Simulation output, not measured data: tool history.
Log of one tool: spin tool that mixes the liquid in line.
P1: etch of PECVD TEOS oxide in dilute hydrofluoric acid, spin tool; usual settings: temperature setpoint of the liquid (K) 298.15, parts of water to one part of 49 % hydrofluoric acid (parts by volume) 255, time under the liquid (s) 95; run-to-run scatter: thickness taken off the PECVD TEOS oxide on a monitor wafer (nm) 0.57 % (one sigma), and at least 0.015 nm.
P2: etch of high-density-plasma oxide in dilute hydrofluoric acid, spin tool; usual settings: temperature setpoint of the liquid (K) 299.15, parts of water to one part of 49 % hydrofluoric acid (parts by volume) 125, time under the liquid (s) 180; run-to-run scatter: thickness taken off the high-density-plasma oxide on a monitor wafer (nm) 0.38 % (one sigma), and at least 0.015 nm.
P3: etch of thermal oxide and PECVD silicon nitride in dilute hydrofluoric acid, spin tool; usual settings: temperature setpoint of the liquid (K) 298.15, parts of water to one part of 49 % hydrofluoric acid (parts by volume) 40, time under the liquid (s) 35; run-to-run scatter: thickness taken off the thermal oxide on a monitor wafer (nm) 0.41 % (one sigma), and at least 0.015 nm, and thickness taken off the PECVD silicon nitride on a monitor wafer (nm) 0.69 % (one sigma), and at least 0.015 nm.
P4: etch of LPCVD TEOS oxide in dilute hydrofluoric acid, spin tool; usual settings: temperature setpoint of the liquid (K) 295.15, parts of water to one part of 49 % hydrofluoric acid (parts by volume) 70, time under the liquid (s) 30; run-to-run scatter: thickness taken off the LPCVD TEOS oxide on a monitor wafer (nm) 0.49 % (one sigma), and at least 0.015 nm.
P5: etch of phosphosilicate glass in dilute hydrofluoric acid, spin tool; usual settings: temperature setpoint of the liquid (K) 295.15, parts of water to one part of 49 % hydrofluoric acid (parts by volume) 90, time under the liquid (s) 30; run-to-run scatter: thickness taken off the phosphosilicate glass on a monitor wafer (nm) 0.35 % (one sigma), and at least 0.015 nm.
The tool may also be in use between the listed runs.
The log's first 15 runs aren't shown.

run,hour,process that ran,temperature setpoint of the liquid (K),parts of water to one part of 49 % hydrofluoric acid (parts by volume),time under the liquid (s),thickness taken off the PECVD TEOS oxide on a monitor wafer (nm),thickness taken off the thermal oxide on a monitor wafer (nm),thickness taken off the PECVD silicon nitride on a monitor wafer (nm),thickness taken off the high-density-plasma oxide on a monitor wafer (nm),thickness taken off the phosphosilicate glass on a monitor wafer (nm),thickness taken off the LPCVD TEOS oxide on a monitor wafer (nm)
16,190.9,P5,301.65,90,30,,,,,44.302,
17,201.8,P1,298.15,255,95,4.1117,,,,,
18,215.5,P1,298.15,255,95,4.1467,,,,,
19,224.6,P1,293.15,455,95,1.6231,,,,,
20,238.8,P2,299.15,125,350,,,,14.7650,,
21,254.5,P5,295.15,90,30,,,,,34.308,
22,263.3,P1,298.15,415,160,3.6608,,,,,
23,275.2,P1,291.65,255,95,3.2592,,,,,
24,291.2,P1,298.15,350,95,2.7434,,,,,
25,305.2,P2,306.65,125,180,,,,10.1270,,
26,317.5,P4,295.15,130,30,,,,,,5.8974
27,333.4,P1,298.15,255,95,4.1514,,,,,
28,343.2,P1,298.15,255,95,4.1188,,,,,
29,355.4,P4,290.15,70,30,,,,,,9.5753
30,371.2,P1,298.15,40,95,34.0090,,,,,

Forecast run 31:
31,380.5,P1,294.15,70,95,?,,,,,

thickness taken off the PECVD TEOS oxide on a monitor wafer (nm): 15.9330

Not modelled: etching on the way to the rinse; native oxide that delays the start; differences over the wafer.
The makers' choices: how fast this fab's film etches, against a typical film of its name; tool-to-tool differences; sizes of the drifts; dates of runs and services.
